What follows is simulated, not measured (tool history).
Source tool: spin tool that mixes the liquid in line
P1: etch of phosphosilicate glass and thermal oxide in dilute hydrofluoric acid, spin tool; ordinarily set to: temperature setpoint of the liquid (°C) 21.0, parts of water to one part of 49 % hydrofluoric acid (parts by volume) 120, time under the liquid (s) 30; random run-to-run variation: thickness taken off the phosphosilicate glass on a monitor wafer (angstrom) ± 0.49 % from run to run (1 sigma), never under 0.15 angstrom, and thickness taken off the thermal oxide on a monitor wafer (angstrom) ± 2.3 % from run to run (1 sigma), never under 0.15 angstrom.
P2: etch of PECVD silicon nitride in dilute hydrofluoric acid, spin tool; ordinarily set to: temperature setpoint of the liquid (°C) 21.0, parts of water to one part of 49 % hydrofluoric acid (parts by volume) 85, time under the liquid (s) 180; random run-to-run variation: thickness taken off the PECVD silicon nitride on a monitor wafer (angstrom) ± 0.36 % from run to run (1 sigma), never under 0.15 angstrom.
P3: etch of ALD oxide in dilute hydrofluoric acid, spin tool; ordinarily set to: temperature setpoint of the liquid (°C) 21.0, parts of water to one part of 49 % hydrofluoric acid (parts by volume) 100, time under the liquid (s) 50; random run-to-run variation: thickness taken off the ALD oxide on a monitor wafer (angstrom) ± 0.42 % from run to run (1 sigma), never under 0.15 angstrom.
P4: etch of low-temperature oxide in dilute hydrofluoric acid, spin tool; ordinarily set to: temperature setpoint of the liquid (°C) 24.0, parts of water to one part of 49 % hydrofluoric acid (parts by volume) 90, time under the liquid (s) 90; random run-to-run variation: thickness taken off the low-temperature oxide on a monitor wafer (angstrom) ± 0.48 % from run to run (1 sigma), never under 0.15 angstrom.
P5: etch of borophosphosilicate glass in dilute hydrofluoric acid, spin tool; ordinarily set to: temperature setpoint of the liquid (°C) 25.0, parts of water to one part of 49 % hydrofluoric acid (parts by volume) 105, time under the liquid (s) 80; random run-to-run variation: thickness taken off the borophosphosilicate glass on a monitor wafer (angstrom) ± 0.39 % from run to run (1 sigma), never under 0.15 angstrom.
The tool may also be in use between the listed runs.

run     day  process that ran  temperature setpoint of the liquid (°C)  parts of water to one part of 49 % hydrofluoric acid (parts by volume)  time under the liquid (s)  hours since the thermometer was replaced  hours since the hydrofluoric acid flow meter was replaced  thickness taken off the phosphosilicate glass on a monitor wafer (angstrom)  thickness taken off the thermal oxide on a monitor wafer (angstrom)  thickness taken off the ALD oxide on a monitor wafer (angstrom)  thickness taken off the borophosphosilicate glass on a monitor wafer (angstrom)  thickness taken off the low-temperature oxide on a monitor wafer (angstrom)  thickness taken off the PECVD silicon nitride on a monitor wafer (angstrom)
  1   0.454                P1                                     21.0                                                                     120                         30                                    1887.3                                                      918.5                                                                       435.51                                                              10.1370
  2   0.796                P3                                     21.0                                                                      60                         50                                    1895.5                                                      926.7                                                                                                                                                                                                            111.130
  3   1.438                P5                                     18.0                                                                     105                         80                                    1910.9                                                      942.1                                                                                                                                                                                                                                                                                              182.52
  4   2.008                P1                                     25.5                                                                     120                         30                                    1924.6                                                      955.8                                                                       523.72                                                              12.2120
  5   2.521                P4                                     24.0                                                                      90                         90                                    1936.9                                                      968.1                                                                                                                                                                                                                                                                                                                                                                          346.630
  6   3.146                P1                                     21.0                                                                     120                         30                                    1951.9                                                      983.1                                                                       436.74                                                               9.8183
  7   3.692                P3                                     21.0                                                                     100                         50                                    1965.0                                                      996.2                                                                                                                                                                                                             63.533
  8   4.350                P1                                     17.0                                                                      80                         30                                    1980.8                                                     1012.0                                                                       580.45                                                              12.8460
  9   4.842                P5                                     25.0                                                                     105                         80                                    1992.6                                                     1023.8                                                                                                                                                                                                                                                                                              240.90
 10   5.496                P3                                     21.0                                                                     100                         50                                    2008.3                                                     1039.5                                                                                                                                                                                                             63.048
 11   6.000                P1                                     21.0                                                                     120                         15                                    2020.4                                                     1051.6                                                                       218.82                                                               4.9781
 12   6.646                P1                                     21.0                                                                      45                         30                                    2035.9                                                     1067.1                                                                      1272.50                                                              28.3950
 13   7.004                P4                                     24.0                                                                      90                         15                                    2044.5                                                     1075.7                                                                                                                                                                                                                                                                                                                                                                           57.867
 14   7.583                P4                                     32.5                                                                      90                         90                                    2058.4                                                     1089.6                                                                                                                                                                                                                                                                                                                                                                          484.040
 15   8.142                P5                                     25.0                                                                     105                        150                                    2071.8                                                     1103.0                                                                                                                                                                                                                                                                                              452.75
 16   8.708                P1                                     17.0                                                                     120                         45                                    2085.4                                                     1116.6                                                                       554.11                                                              13.0280
      8.783  -- thermometer replaced
 17   9.146                P5                                     25.0                                                                      25                         80                                       8.8                                                     1127.1                                                                                                                                                                                                                                                                                             1131.10
 18   9.817                P2                                     21.0                                                                      85                         15                                      24.9                                                     1143.2                                                                                                                                                                                                                                                                                                                                                                                                                                                        5.2309
 19  10.279                P1                                     21.0                                                                     120                         30                                      36.0                                                     1154.3                                                                       441.97                                                               9.9676
 20  10.758                P2                                     21.0                                                                      30                        180                                      47.5                                                     1165.8                                                                                                                                                                                                                                                                                                                                                                                                                                                      171.0700
 21  11.054                P4                                     24.0                                                                      20                         90                                      54.6                                                     1172.9                                                                                                                                                                                                                                                                                                                                                                         1716.600
 22  11.542                P2                                     17.0                                                                      85                        180                                      66.3                                                     1184.6                                                                                                                                                                                                                                                                                                                                                                                                                                                       47.1980
 23  11.925                P1                                     21.0                                                                     120                         55                                      75.5                                                     1193.8                                                                       803.82                                                              18.0800
 24  12.317                P1                                     21.0                                                                     165                         30                                      84.9                                                     1203.2                                                                       302.75                                                               6.6453
 25  12.925                P1                                     21.0                                                                     120                         30                                      99.5                                                     1217.8                                                                       439.07                                                               9.5955
 26  13.354                P2                                     21.0                                                                      85                        180                                     109.8                                                     1228.1                                                                                                                                                                                                                                                                                                                                                                                                                                                       62.2460
 27  13.796                P2                                     21.0                                                                      85                        180                                     120.4                                                     1238.7                                                                                                                                                                                                                                                                                                                                                                                                                                                       62.3430
 28  14.396                P3                                     17.0                                                                     100                         50                                     134.8                                                     1253.1                                                                                                                                                                                                             54.423
 29  14.929                P1                                     17.0                                                                     120                         30                                     147.6                                                     1265.9                                                                       372.33                                                               8.7662
 30  15.342                P3                                     21.0                                                                     100                         15                                     157.5                                                     1275.8                                                                                                                                                                                                             19.108
 31  15.683                P1                                     21.0                                                                     175                         15                                     165.7                                                     1284.0                                                                       141.64                                                               3.1271
 32  16.096                P1                                     21.0                                                                     120                         30                                     175.6                                                     1293.9                                                                       441.33                                                              10.3010
 33  16.654                P1                                     21.0                                                                     120                         30                                     189.0                                                     1307.3                                                                       437.93                                                               9.6543
 34  17.083                P1                                     21.0                                                                     120                         30                                     199.3                                                     1317.6                                                                       451.54                                                              10.0990
 35  17.388                P1                                     21.0                                                                     120                         30                                     206.6                                                     1324.9                                                                       459.78                                                              10.9110
 36  17.708                P1                                     21.0                                                                     120                         30                                     214.3                                                     1332.6                                                                       459.50                                                              10.2070
 37  18.171                P1                                     21.0                                                                     120                         30                                     225.4                                                     1343.7                                                                       462.30                                                              10.6110
 38  18.812                P1                                     21.0                                                                     120                         30                                     240.8                                                     1359.1                                                                       466.58                                                              10.5220
 39  19.283                P1                                     21.0                                                                     120                         30                                     252.1                                                     1370.4                                                                       473.18                                                              10.6220
 40  19.600                P1                                     21.0                                                                     120                         30                                     259.7                                                     1378.0                                                                       466.93                                                              10.9230
 41  20.079                P1                                     21.0                                                                     120                         30                                     271.2                                                     1389.5                                                                       474.97                                                              10.7490

P1 no longer gives what it gave before; its output has crept away from where it was. The following 2 causes, each at its listed size, fit the log equally well:
A: hydrofluoric acid flow above the setpoint (%) = 6.6
B: liquid hotter than its thermometer reads (K) = 1.82
The drift started at roughly day 16.654.

Each of the 4 check runs below uses one wafer; its results are left as question marks. Which run tells the causes apart?
check 1  20.558                P5                                     25.0                                                                     105                         80                                                                                                                                                                                                                                                                                                                                                                                                        ?
check 2  20.558                P3                                     21.0                                                                     100                         50                                                                                                                                                                                                                                                                                                                       ?
check 3  20.558                P2                                     21.0                                                                      85                        180                                                                                                                                                                                                                                                                                                                                                                                                                                                                                                                                                                  ?
check 4  20.558                P4                                     24.0                                                                      90                         90                                                                                                                                                                                                                                                                                                                                                                                                                                                                                     ?

If the cause were each of the candidates in turn, the checks would give the following:
  check                                                                           result     if A     if B
check 1  thickness taken off the borophosphosilicate glass on a monitor wafer (angstrom)   260.49   260.11
check 2                  thickness taken off the ALD oxide on a monitor wafer (angstrom)   68.058   68.226
check 3      thickness taken off the PECVD silicon nitride on a monitor wafer (angstrom)  66.4830  70.6130
check 4      thickness taken off the low-temperature oxide on a monitor wafer (angstrom)  373.560  374.000
Per-check spread between the two closest causes, in the result where they differ most: check 1 0.15 %; check 2 0.25 %; check 3 6.03 %; check 4 0.12 %
The causes can be told apart only by check 3. The other checks would give nearly the same results under each of them.

Running check 3 produced the following: thickness taken off the PECVD silicon nitride on a monitor wafer (angstrom) 66.4570. Which one of the listed causes fits?

It was cause A: hydrofluoric acid flow above the setpoint (%).

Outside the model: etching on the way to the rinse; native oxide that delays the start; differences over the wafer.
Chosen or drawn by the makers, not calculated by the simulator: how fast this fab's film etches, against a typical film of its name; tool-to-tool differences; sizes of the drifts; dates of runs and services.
